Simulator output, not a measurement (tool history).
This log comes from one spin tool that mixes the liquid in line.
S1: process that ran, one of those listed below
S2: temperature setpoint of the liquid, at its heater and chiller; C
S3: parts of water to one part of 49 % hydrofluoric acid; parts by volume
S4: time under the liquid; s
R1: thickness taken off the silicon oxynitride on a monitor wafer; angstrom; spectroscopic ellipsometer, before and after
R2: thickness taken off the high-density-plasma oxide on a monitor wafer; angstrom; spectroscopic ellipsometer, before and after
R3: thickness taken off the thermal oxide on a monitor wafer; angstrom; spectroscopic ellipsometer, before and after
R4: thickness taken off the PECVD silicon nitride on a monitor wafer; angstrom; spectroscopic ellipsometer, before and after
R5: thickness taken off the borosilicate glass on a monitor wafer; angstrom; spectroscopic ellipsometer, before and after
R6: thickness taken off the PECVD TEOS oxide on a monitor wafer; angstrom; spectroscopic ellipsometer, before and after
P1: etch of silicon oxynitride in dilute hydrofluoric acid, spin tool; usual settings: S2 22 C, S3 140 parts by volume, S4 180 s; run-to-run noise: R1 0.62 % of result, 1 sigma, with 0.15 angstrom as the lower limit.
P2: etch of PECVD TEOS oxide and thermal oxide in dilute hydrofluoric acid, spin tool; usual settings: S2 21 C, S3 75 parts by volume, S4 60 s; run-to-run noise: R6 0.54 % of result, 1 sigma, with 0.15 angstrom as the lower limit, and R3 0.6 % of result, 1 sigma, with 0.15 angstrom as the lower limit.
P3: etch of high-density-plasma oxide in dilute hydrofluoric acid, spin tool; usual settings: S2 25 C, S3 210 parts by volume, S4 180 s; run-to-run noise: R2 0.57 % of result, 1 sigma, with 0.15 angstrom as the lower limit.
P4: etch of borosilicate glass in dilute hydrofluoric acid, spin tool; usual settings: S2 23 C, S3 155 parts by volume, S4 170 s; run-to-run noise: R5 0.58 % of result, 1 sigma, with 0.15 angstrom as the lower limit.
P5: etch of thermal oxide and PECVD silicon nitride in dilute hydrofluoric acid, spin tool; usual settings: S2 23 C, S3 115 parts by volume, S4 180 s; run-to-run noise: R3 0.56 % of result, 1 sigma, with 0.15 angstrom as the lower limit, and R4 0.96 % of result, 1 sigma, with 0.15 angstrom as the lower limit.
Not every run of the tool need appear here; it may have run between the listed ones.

run 1 hour=5.7 | S1=P1 S2=22 S3=140 S4=180 | R1=32.989
run 2 hour=9.3 | S1=P3 S2=32 S3=210 S4=180 | R2=50.389
run 3 hour=14 | S1=P5 S2=23 S3=115 S4=180 | R3=65.587 R4=26.892
run 4 hour=17.8 | S1=P1 S2=22 S3=140 S4=180 | R1=33.04
run 5 hour=21.6 | S1=P5 S2=17 S3=115 S4=180 | R3=51.677 R4=17.344
run 6 hour=25.5 | S1=P4 S2=23 S3=155 S4=25 | R5=35.866
run 7 hour=28.4 | S1=P1 S2=22 S3=250 S4=180 | R1=17.17
run 8 hour=31.9 | S1=P2 S2=21 S3=25 S4=60 | R3=105.63 R6=194.96
run 9 hour=35.5 | S1=P2 S2=21 S3=75 S4=60 | R3=32.989 R6=61.385
run 10 hour=38.5 | S1=P1 S2=22 S3=140 S4=180 | R1=32.303
run 11 hour=43.9 | S1=P1 S2=22 S3=140 S4=55 | R1=9.82
run 12 hour=47.7 | S1=P1 S2=22 S3=30 S4=180 | R1=164.6
run 13 hour=53.1 | S1=P2 S2=21 S3=75 S4=60 | R3=32.784 R6=61.464
run 14 hour=56.1 | S1=P1 S2=26.5 S3=140 S4=180 | R1=40.308
run 15 hour=62.2 | S1=P2 S2=21 S3=75 S4=35 | R3=19.288 R6=35.399
run 16 hour=67.9 | S1=P5 S2=23 S3=115 S4=180 | R3=64.947 R4=26.339
run 17 hour=72.7 | S1=P3 S2=25 S3=35 S4=180 | R2=293.58
run 18 hour=77.4 | S1=P2 S2=17 S3=75 S4=60 | R3=28.245 R6=50.574
run 19 hour=80.5 | S1=P1 S2=22 S3=140 S4=180 | R1=32.561
run 20 hour=84.5 | S1=P5 S2=23 S3=115 S4=330 | R3=119.02 R4=49.715
run 21 hour=90.6 | S1=P4 S2=23 S3=35 S4=170 | R5=1260.2
run 22 hour=95.6 | S1=P5 S2=23 S3=195 S4=180 | R3=35.57 R4=15.868
run 23 hour=101.2 | S1=P4 S2=30 S3=155 S4=170 | R5=318.78
run 24 hour=103.8 | S1=P1 S2=22 S3=140 S4=180 | R1=32.571
run 25 hour=109.9 | S1=P4 S2=23 S3=155 S4=170 | R5=243.52
run 26 hour=113.5 | S1=P1 S2=17 S3=140 S4=180 | R1=25.532
run 27 hour=117.2 | S1=P3 S2=25 S3=210 S4=180 | R2=39.685
run 28 hour=120.4 | S1=P3 S2=25 S3=210 S4=65 | R2=14.099
run 29 hour=124 | S1=P1 S2=22 S3=70 S4=100 | R1=38.247
run 30 hour=129.5 | S1=P1 S2=22 S3=140 S4=180 | R1=32.322
run 31 hour=134.4 | S1=P1 S2=22 S3=140 S4=280 | R1=50.933
run 32 hour=139.6 | S1=P1 S2=22 S3=140 S4=180 | R1=32.351
run 33 hour=145.1 | S1=P1 S2=22 S3=140 S4=180 | R1=30.762
run 34 hour=147.9 | S1=P1 S2=22 S3=140 S4=180 | R1=30.723
run 35 hour=151.8 | S1=P1 S2=22 S3=140 S4=180 | R1=30.599
run 36 hour=156.6 | S1=P1 S2=22 S3=140 S4=180 | R1=29.498
run 37 hour=159.5 | S1=P1 S2=22 S3=140 S4=180 | R1=30.266
run 38 hour=163 | S1=P1 S2=22 S3=140 S4=180 | R1=29.679
run 39 hour=166.3 | S1=P1 S2=22 S3=140 S4=180 | R1=29.563
run 40 hour=169.1 | S1=P1 S2=22 S3=140 S4=180 | R1=29.724
run 41 hour=173.4 | S1=P1 S2=22 S3=140 S4=180 | R1=29.763
run 42 hour=176.5 | S1=P1 S2=22 S3=140 S4=180 | R1=29.485

P1 no longer gives what it gave before; its output has crept away from where it was. The following 2 causes, each at its listed size, fit the log equally well:
A: liquid colder than its thermometer reads (K) = 2.07
B: hydrofluoric acid flow below the setpoint (%) = 8.45
Onset of the creep was near hour 139.6.

You are offered 4 check runs, listed below with question marks in place of their results; each one averages 3 wafers. Which run separates the listed causes by giving clearly different results for each?
run check 1 hour=179.6 | S1=P5 S2=23 S3=180 S4=315 | R3=? R4=?
run check 2 hour=179.6 | S1=P4 S2=23 S3=45 S4=45 | R5=?
run check 3 hour=179.6 | S1=P2 S2=17 S3=75 S4=60 | R3=? R6=?
run check 4 hour=179.6 | S1=P3 S2=25 S3=40 S4=110 | R2=?

Expected result of each check under each candidate cause:
check=check_1 result=R3 if_A=62.956 if_B=61.296
check=check_1 result=R4 if_A=26.052 if_B=27.317
check=check_2 result=R5 if_A=234.16 if_B=232.6
check=check_3 result=R3 if_A=25.432 if_B=25.273
check=check_3 result=R6 if_A=47.042 if_B=46.747
check=check_4 result=R2 if_A=144.14 if_B=143.08
Gap, in per cent, between the two causes that each check separates least, read from the result that separates them most: check 1 4.74 %; check 2 0.67 %; check 3 0.63 %; check 4 0.74 %
Check 1 tells the causes apart: in the others they would give nearly the same result.

Then check 1 was run and gave: R3 61.419 angstrom; R4 27.355 angstrom. Which cause is it?

The cause is B: hydrofluoric acid flow below the setpoint (%).
